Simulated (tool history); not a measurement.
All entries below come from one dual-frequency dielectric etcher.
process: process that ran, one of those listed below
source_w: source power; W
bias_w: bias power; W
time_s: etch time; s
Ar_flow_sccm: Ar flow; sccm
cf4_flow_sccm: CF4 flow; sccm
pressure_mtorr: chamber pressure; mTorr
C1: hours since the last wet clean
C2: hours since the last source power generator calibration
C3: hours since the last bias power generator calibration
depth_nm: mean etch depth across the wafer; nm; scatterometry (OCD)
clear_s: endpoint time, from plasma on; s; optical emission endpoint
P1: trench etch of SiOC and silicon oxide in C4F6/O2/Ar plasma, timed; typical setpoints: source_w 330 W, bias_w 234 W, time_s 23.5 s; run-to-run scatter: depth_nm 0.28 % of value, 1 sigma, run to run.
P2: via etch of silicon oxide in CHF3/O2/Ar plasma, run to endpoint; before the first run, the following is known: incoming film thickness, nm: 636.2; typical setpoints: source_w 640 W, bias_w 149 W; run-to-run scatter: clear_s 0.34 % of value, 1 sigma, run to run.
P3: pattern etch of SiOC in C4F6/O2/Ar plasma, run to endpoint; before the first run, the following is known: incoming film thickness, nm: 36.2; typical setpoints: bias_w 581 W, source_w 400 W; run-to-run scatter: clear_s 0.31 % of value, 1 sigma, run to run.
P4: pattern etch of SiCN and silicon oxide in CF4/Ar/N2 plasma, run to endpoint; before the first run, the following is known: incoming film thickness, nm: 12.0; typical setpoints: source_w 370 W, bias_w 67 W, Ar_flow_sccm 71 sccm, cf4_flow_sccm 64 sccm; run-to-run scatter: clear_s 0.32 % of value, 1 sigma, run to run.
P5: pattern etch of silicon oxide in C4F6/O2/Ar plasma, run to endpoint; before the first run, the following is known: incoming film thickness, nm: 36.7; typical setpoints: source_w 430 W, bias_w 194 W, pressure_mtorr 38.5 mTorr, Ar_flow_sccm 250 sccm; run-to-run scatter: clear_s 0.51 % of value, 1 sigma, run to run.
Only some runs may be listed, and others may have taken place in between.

{"run": 1, "day": 0.162, "process": "P1", "source_w": 330, "bias_w": 234, "time_s": 23.5, "C1": 183.9, "C2": 2438.8, "C3": 359.3, "depth_nm": 47.21}
{"run": 2, "day": 0.338, "process": "P2", "source_w": 640, "bias_w": 89, "C1": 188.1, "C2": 2443, "C3": 363.5, "clear_s": 386.83}
{"run": 3, "day": 0.542, "process": "P3", "source_w": 400, "bias_w": 581, "C1": 193, "C2": 2447.9, "C3": 368.4, "clear_s": 11.538}
{"run": 4, "day": 0.783, "process": "P3", "source_w": 400, "bias_w": 365, "C1": 198.8, "C2": 2453.7, "C3": 374.2, "clear_s": 13.721}
{"run": 5, "day": 0.942, "process": "P3", "source_w": 260, "bias_w": 581, "C1": 202.6, "C2": 2457.5, "C3": 378, "clear_s": 13.49}
{"run": 6, "day": 1.079, "process": "P1", "source_w": 330, "bias_w": 306, "time_s": 23.5, "C1": 205.9, "C2": 2460.8, "C3": 381.3, "depth_nm": 52.037}
{"run": 7, "day": 1.212, "process": "P1", "source_w": 330, "bias_w": 234, "time_s": 23.5, "C1": 209.1, "C2": 2464, "C3": 384.5, "depth_nm": 47.221}
{"run": 8, "day": 1.471, "process": "P1", "source_w": 330, "bias_w": 234, "time_s": 23.5, "C1": 215.3, "C2": 2470.2, "C3": 390.7, "depth_nm": 47.285}
{"run": 9, "day": 1.692, "process": "P4", "source_w": 370, "bias_w": 67, "Ar_flow_sccm": 41, "cf4_flow_sccm": 64, "C1": 220.6, "C2": 2475.5, "C3": 396, "clear_s": 15.567}
{"run": 10, "day": 1.875, "process": "P4", "source_w": 370, "bias_w": 67, "Ar_flow_sccm": 71, "cf4_flow_sccm": 64, "C1": 225, "C2": 2479.9, "C3": 400.4, "clear_s": 16.776}
{"run": 11, "day": 1.996, "process": "P1", "source_w": 330, "bias_w": 234, "time_s": 23.5, "C1": 227.9, "C2": 2482.8, "C3": 403.3, "depth_nm": 47.413}
{"run": 12, "day": 2.171, "process": "P4", "source_w": 370, "bias_w": 67, "Ar_flow_sccm": 71, "cf4_flow_sccm": 82, "C1": 232.1, "C2": 2487, "C3": 407.5, "clear_s": 16.199}
{"run": 13, "day": 2.4, "process": "P2", "source_w": 640, "bias_w": 149, "C1": 237.6, "C2": 2492.5, "C3": 413, "clear_s": 331.39}
{"run": 14, "day": 2.583, "process": "P5", "source_w": 430, "bias_w": 194, "Ar_flow_sccm": 250, "pressure_mtorr": 38.5, "C1": 242, "C2": 2496.9, "C3": 417.4, "clear_s": 11.404}
{"run": 15, "day": 2.712, "process": "P4", "source_w": 240, "bias_w": 67, "Ar_flow_sccm": 71, "cf4_flow_sccm": 64, "C1": 245.1, "C2": 2500, "C3": 420.5, "clear_s": 24.548}
{"run": 16, "day": 2.921, "process": "P2", "source_w": 490, "bias_w": 149, "C1": 250.1, "C2": 2505, "C3": 425.5, "clear_s": 369.07}
{"day": 2.983, "done": "wet clean of the chamber"}
{"run": 17, "day": 3.088, "process": "P1", "source_w": 270, "bias_w": 234, "time_s": 30.5, "C1": 2.5, "C2": 2509, "C3": 429.5, "depth_nm": 56.571}
{"run": 18, "day": 3.296, "process": "P1", "source_w": 270, "bias_w": 189, "time_s": 23.5, "C1": 7.5, "C2": 2514, "C3": 434.5, "depth_nm": 40.533}
{"run": 19, "day": 3.467, "process": "P1", "source_w": 330, "bias_w": 164, "time_s": 23.5, "C1": 11.6, "C2": 2518.1, "C3": 438.6, "depth_nm": 42.267}
{"run": 20, "day": 3.592, "process": "P1", "source_w": 250, "bias_w": 234, "time_s": 23.5, "C1": 14.6, "C2": 2521.1, "C3": 441.6, "depth_nm": 42.42}
{"run": 21, "day": 3.729, "process": "P1", "source_w": 330, "bias_w": 168, "time_s": 31.5, "C1": 17.9, "C2": 2524.4, "C3": 444.9, "depth_nm": 56.588}
{"day": 3.833, "done": "bias power generator calibrated"}
{"run": 22, "day": 3.908, "process": "P1", "source_w": 330, "bias_w": 234, "time_s": 23.5, "C1": 22.2, "C2": 2528.7, "C3": 1.8, "depth_nm": 47.204}
{"run": 23, "day": 4.121, "process": "P4", "source_w": 370, "bias_w": 48, "Ar_flow_sccm": 71, "cf4_flow_sccm": 64, "C1": 27.3, "C2": 2533.8, "C3": 6.9, "clear_s": 18.706}
{"run": 24, "day": 4.333, "process": "P5", "source_w": 250, "bias_w": 194, "Ar_flow_sccm": 250, "pressure_mtorr": 38.5, "C1": 32.4, "C2": 2538.9, "C3": 12, "clear_s": 14.099}
{"run": 25, "day": 4.558, "process": "P1", "source_w": 330, "bias_w": 234, "time_s": 14, "C1": 37.8, "C2": 2544.3, "C3": 17.4, "depth_nm": 28.192}
{"run": 26, "day": 4.796, "process": "P5", "source_w": 430, "bias_w": 194, "Ar_flow_sccm": 250, "pressure_mtorr": 38.5, "C1": 43.5, "C2": 2550, "C3": 23.1, "clear_s": 11.377}
{"run": 27, "day": 5.042, "process": "P4", "source_w": 370, "bias_w": 67, "Ar_flow_sccm": 71, "cf4_flow_sccm": 64, "C1": 49.4, "C2": 2555.9, "C3": 29, "clear_s": 16.722}
{"run": 28, "day": 5.171, "process": "P5", "source_w": 430, "bias_w": 194, "Ar_flow_sccm": 348, "pressure_mtorr": 38.5, "C1": 52.5, "C2": 2559, "C3": 32.1, "clear_s": 11.838}
{"run": 29, "day": 5.288, "process": "P1", "source_w": 330, "bias_w": 234, "time_s": 33, "C1": 55.3, "C2": 2561.8, "C3": 34.9, "depth_nm": 66.174}
{"run": 30, "day": 5.458, "process": "P5", "source_w": 430, "bias_w": 274, "Ar_flow_sccm": 250, "pressure_mtorr": 38.5, "C1": 59.4, "C2": 2565.9, "C3": 39, "clear_s": 10.211}
{"run": 31, "day": 5.638, "process": "P1", "source_w": 450, "bias_w": 234, "time_s": 23.5, "C1": 63.7, "C2": 2570.2, "C3": 43.3, "depth_nm": 53.291}
{"run": 32, "day": 5.875, "process": "P2", "source_w": 640, "bias_w": 149, "C1": 69.4, "C2": 2575.9, "C3": 49, "clear_s": 328.88}
{"run": 33, "day": 6.133, "process": "P5", "source_w": 430, "bias_w": 194, "Ar_flow_sccm": 250, "pressure_mtorr": 51.5, "C1": 75.6, "C2": 2582.1, "C3": 55.2, "clear_s": 11.756}
{"run": 34, "day": 6.308, "process": "P1", "source_w": 330, "bias_w": 234, "time_s": 23.5, "C1": 79.8, "C2": 2586.3, "C3": 59.4, "depth_nm": 47.262}
{"run": 35, "day": 6.542, "process": "P1", "source_w": 330, "bias_w": 234, "time_s": 23.5, "C1": 85.4, "C2": 2591.9, "C3": 65, "depth_nm": 47.681}
{"run": 36, "day": 6.667, "process": "P1", "source_w": 330, "bias_w": 234, "time_s": 23.5, "C1": 88.4, "C2": 2594.9, "C3": 68, "depth_nm": 47.743}
{"run": 37, "day": 6.9, "process": "P1", "source_w": 330, "bias_w": 234, "time_s": 23.5, "C1": 94, "C2": 2600.5, "C3": 73.6, "depth_nm": 47.768}
{"day": 6.933, "done": "wet clean of the chamber"}
{"run": 38, "day": 7.142, "process": "P1", "source_w": 330, "bias_w": 234, "time_s": 23.5, "C1": 5, "C2": 2606.3, "C3": 79.4, "depth_nm": 47.913}
{"run": 39, "day": 7.383, "process": "P1", "source_w": 330, "bias_w": 234, "time_s": 23.5, "C1": 10.8, "C2": 2612.1, "C3": 85.2, "depth_nm": 47.786}
{"run": 40, "day": 7.617, "process": "P1", "source_w": 330, "bias_w": 234, "time_s": 23.5, "C1": 16.4, "C2": 2617.7, "C3": 90.8, "depth_nm": 47.922}

P1 has crept away from where it was. The log is fitted equally well by each of these 2 causes, at the sizes shown:
A: bias power that arrives over what is set, % = 4.19
B: source power that arrives over what is set, % = 3.72
The onset of the drift is placed at about day 6.308.
The rest of the possible causes, and what rules out each one:
chamber walls in a state that raises the etch rate, %: serviced at day 6.933, which brought nothing back

The 4 check runs listed below each average the results of 2 wafers, and their outcomes are marked with question marks. Under which run would the listed causes produce clearly different results?
{"run": "check 1", "day": 7.85, "process": "P5", "source_w": 310, "bias_w": 194, "Ar_flow_sccm": 342, "pressure_mtorr": 38.5, "clear_s": "?"}
{"run": "check 2", "day": 7.85, "process": "P4", "source_w": 370, "bias_w": 67, "Ar_flow_sccm": 43, "cf4_flow_sccm": 64, "clear_s": "?"}
{"run": "check 3", "day": 7.85, "process": "P3", "source_w": 290, "bias_w": 405, "clear_s": "?"}
{"run": "check 4", "day": 7.85, "process": "P2", "source_w": 640, "bias_w": 100, "clear_s": "?"}

Outcome of each check run for each possible cause:
check=check_1 result=clear_s if_A=13.3 if_B=13.291
check=check_2 result=clear_s if_A=15.512 if_B=15.204
check=check_3 result=clear_s if_A=14.656 if_B=14.679
check=check_4 result=clear_s if_A=368.87 if_B=367.95
Separation of the two closest causes in each check, using whichever result separates them best: check 1 0.06 %; check 2 2.01 %; check 3 0.16 %; check 4 0.25 %
Check 2 tells the causes apart: in the others they would give nearly the same result.

Check 2 was carried out, with these results: clear_s 15.226 s. Which of the listed causes is responsible?

The cause is B: source power that arrives over what is set, %.
